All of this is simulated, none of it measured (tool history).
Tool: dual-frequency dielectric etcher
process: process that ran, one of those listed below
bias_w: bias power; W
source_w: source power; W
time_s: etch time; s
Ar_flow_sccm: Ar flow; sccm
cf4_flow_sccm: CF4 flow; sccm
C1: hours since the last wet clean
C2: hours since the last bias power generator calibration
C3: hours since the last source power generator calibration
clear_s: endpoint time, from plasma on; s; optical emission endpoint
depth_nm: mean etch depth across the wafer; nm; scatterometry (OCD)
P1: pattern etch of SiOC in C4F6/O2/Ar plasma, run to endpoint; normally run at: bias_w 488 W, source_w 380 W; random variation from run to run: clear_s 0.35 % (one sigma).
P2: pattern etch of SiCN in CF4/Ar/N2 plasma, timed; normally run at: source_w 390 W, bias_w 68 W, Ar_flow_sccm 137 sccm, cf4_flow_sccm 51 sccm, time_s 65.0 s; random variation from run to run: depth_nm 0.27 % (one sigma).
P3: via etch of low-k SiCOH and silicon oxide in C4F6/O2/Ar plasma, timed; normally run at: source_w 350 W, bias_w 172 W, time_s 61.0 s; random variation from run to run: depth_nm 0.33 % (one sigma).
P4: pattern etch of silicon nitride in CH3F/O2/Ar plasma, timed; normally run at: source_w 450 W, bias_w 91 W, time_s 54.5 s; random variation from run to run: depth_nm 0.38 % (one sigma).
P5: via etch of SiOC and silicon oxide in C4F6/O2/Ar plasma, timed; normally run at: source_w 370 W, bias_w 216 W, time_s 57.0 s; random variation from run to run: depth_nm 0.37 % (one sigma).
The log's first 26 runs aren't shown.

run 27 hour=233.2 | process=P1 bias_w=488 source_w=380 | C1=443.3 C2=2992.5 C3=2362.5 | clear_s=18.036
run 28 hour=239.3 | process=P2 bias_w=68 source_w=390 time_s=82.5 Ar_flow_sccm=137 cf4_flow_sccm=51 | C1=449.4 C2=2998.6 C3=2368.6 | depth_nm=56.315
run 29 hour=248.2 | process=P3 bias_w=172 source_w=240 time_s=61.0 | C1=458.3 C2=3007.5 C3=2377.5 | depth_nm=127.830
run 30 hour=257.0 | process=P5 bias_w=216 source_w=370 time_s=36.5 | C1=467.1 C2=3016.3 C3=2386.3 | depth_nm=43.230
run 31 hour=264.3 | process=P4 bias_w=91 source_w=590 time_s=54.5 | C1=474.4 C2=3023.6 C3=2393.6 | depth_nm=47.996
run 32 hour=275.8 | process=P4 bias_w=53 source_w=450 time_s=54.5 | C1=485.9 C2=3035.1 C3=2405.1 | depth_nm=36.221
run 33 hour=284.0 | process=P1 bias_w=488 source_w=380 | C1=494.1 C2=3043.3 C3=2413.3 | clear_s=18.154
run 34 hour=292.6 | process=P1 bias_w=488 source_w=380 | C1=502.7 C2=3051.9 C3=2421.9 | clear_s=18.145
run 35 hour=301.3 | process=P1 bias_w=488 source_w=380 | C1=511.4 C2=3060.6 C3=2430.6 | clear_s=18.274
run 36 hour=309.1 | process=P1 bias_w=488 source_w=380 | C1=519.2 C2=3068.4 C3=2438.4 | clear_s=18.400
-- hour=311.8 wet clean of the chamber
run 37 hour=317.0 | process=P1 bias_w=488 source_w=380 | C1=5.2 C2=3076.3 C3=2446.3 | clear_s=18.359

Forecast run 38:
run 38 hour=326.1 | process=P1 bias_w=488 source_w=380 | C1=14.3 C2=3085.4 C3=2455.4 | clear_s=?

Run 38 gave clear_s 18.427 s.

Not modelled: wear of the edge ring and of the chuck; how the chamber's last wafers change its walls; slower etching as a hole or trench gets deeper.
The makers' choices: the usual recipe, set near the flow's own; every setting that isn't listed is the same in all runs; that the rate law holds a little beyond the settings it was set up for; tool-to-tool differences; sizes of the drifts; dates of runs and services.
